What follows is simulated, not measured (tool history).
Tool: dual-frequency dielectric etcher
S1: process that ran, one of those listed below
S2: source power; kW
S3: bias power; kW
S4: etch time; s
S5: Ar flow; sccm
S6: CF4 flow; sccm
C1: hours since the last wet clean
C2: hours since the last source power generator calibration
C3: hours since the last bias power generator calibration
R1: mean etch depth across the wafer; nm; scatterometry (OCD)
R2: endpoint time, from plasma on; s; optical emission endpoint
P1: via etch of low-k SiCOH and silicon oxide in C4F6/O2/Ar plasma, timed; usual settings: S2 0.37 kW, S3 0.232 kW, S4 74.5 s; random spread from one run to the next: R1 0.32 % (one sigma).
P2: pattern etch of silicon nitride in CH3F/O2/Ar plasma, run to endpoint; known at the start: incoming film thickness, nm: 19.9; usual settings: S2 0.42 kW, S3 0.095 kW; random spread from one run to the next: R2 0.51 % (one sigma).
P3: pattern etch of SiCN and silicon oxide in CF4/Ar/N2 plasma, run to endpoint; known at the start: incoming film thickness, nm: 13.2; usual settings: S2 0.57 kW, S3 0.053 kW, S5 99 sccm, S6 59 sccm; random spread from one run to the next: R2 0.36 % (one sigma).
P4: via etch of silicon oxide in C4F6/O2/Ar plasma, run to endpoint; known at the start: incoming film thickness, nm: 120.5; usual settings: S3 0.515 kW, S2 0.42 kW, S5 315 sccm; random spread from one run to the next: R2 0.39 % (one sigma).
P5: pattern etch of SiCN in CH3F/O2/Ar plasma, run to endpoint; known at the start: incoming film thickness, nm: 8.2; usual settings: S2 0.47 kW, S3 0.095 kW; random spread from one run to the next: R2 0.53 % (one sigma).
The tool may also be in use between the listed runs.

run	hour	S1	S2	S3	S4	S5	S6	C1	C2	C3	R1	R2
1	9.7	P1	0.37	0.232	74.5			314.9	2215.2	1194.6	216.04	
2	19.1	P5	0.27	0.095				324.3	2224.6	1204		22.1
3	31.7	P2	0.42	0.095				336.9	2237.2	1216.6		25.7
4	48.1	P1	0.37	0.185	74.5			353.3	2253.6	1233	200.03	
5	56.9	P5	0.47	0.095				362.1	2262.4	1241.8		17.983
6	67.2	P3	0.35	0.053		99	59	372.4	2272.7	1252.1		21.837
7	81.9	P4	0.42	0.515		183		387.1	2287.4	1266.8		25.538
8	95.2	P1	0.26	0.291	74.5			400.4	2300.7	1280.1	206.06	
# hour 97.8: bias power generator calibrated
# hour 103.3: source power generator calibrated
9	104.4	P1	0.23	0.232	74.5			409.6	1.1	6.7	179.87	
10	120.5	P4	0.42	0.515		315		425.7	17.2	22.8		27.261
11	134.6	P2	0.42	0.113				439.8	31.3	36.9		24.065
12	152.8	P4	0.42	0.712		315		458	49.5	55.1		23.952
13	170.5	P3	0.57	0.074		99	59	475.7	67.2	72.8		12.779
14	179.7	P1	0.37	0.232	74.5			484.9	76.4	82	216.84	
15	191.9	P3	0.57	0.053		99	59	497.1	88.6	94.2		14.289
16	207	P4	0.54	0.515		315		512.2	103.7	109.3		24.85
17	221.7	P1	0.37	0.232	74.5			526.9	118.4	124	218.19	
18	233.6	P1	0.37	0.232	74.5			538.8	130.3	135.9	215.12	
19	242.6	P5	0.47	0.126				547.8	139.3	144.9		16.15
20	253.7	P2	0.55	0.095				558.9	150.4	156		23.301
21	266.8	P4	0.42	0.515		315		572	163.5	169.1		27.365
22	275.8	P1	0.51	0.232	74.5			581	172.5	178.1	244.12	
23	288.4	P3	0.57	0.053		72	59	593.6	185.1	190.7		13.47
24	299.1	P1	0.37	0.275	74.5			604.3	195.8	201.4	229.46	
25	312.1	P1	0.37	0.232	43.5			617.3	208.8	214.4	126.87	
26	329.5	P1	0.37	0.232	106.5			634.7	226.2	231.8	308.22	
27	347.6	P3	0.57	0.053		99	59	652.8	244.3	249.9		14.137
28	362.1	P3	0.57	0.053		99	76	667.3	258.8	264.4		13.604
29	376.7	P1	0.37	0.232	74.5			681.9	273.4	279	217.7	
30	386.5	P1	0.37	0.232	74.5			691.7	283.2	288.8	215.35	
31	404.9	P1	0.37	0.232	74.5			710.1	301.6	307.2	214.88	
32	423.3	P1	0.37	0.232	74.5			728.5	320	325.6	213.88	
# hour 429.2: wet clean of the chamber
33	435.9	P1	0.37	0.232	74.5			6.8	332.6	338.2	213.13	
34	448.3	P1	0.37	0.232	74.5			19.2	345	350.6	212.23	
35	462.1	P1	0.37	0.232	74.5			33	358.8	364.4	213.02	
36	474.4	P1	0.37	0.232	74.5			45.3	371.1	376.7	212.59	

Compared with where it was, what P1 gives has crept away. Each cause listed below fits the log as well as the rest, at the size given for it:
A: bias power that arrives under what is set, % = 4.64
B: source power that arrives under what is set, % = 4.05
The onset of the drift is placed at about hour 376.7.
Excluded causes, each with its reason:
chamber walls in a state that lowers the etch rate, %: its service at hour 429.2 followed the start of the drift and did not put the process back to its old value

The 4 check runs listed below each average the results of 2 wafers, and their outcomes are marked with question marks. Under which run would the listed causes produce clearly different results?
check 1	486.7	P4	0.42	0.601		201						?
check 2	486.7	P5	0.28	0.122								?
check 3	486.7	P3	0.57	0.053		99	75					?
check 4	486.7	P2	0.48	0.095								?

What each check would give under each cause:
check	result	if A	if B
check 1	R2	24.847	24.773
check 2	R2	20.154	20.077
check 3	R2	13.834	14.151
check 4	R2	24.866	24.829
Smallest distance between any two causes, each pair judged by its most separating result, in per cent: check 1 0.3 %; check 2 0.38 %; check 3 2.26 %; check 4 0.15 %
Only in check 3 would the causes give clearly different results; in the remaining checks their results would be nearly the same.

The results of check 3 are: R2 13.84 s. Based on these, which of the listed causes is it?

It is A: bias power that arrives under what is set, %.

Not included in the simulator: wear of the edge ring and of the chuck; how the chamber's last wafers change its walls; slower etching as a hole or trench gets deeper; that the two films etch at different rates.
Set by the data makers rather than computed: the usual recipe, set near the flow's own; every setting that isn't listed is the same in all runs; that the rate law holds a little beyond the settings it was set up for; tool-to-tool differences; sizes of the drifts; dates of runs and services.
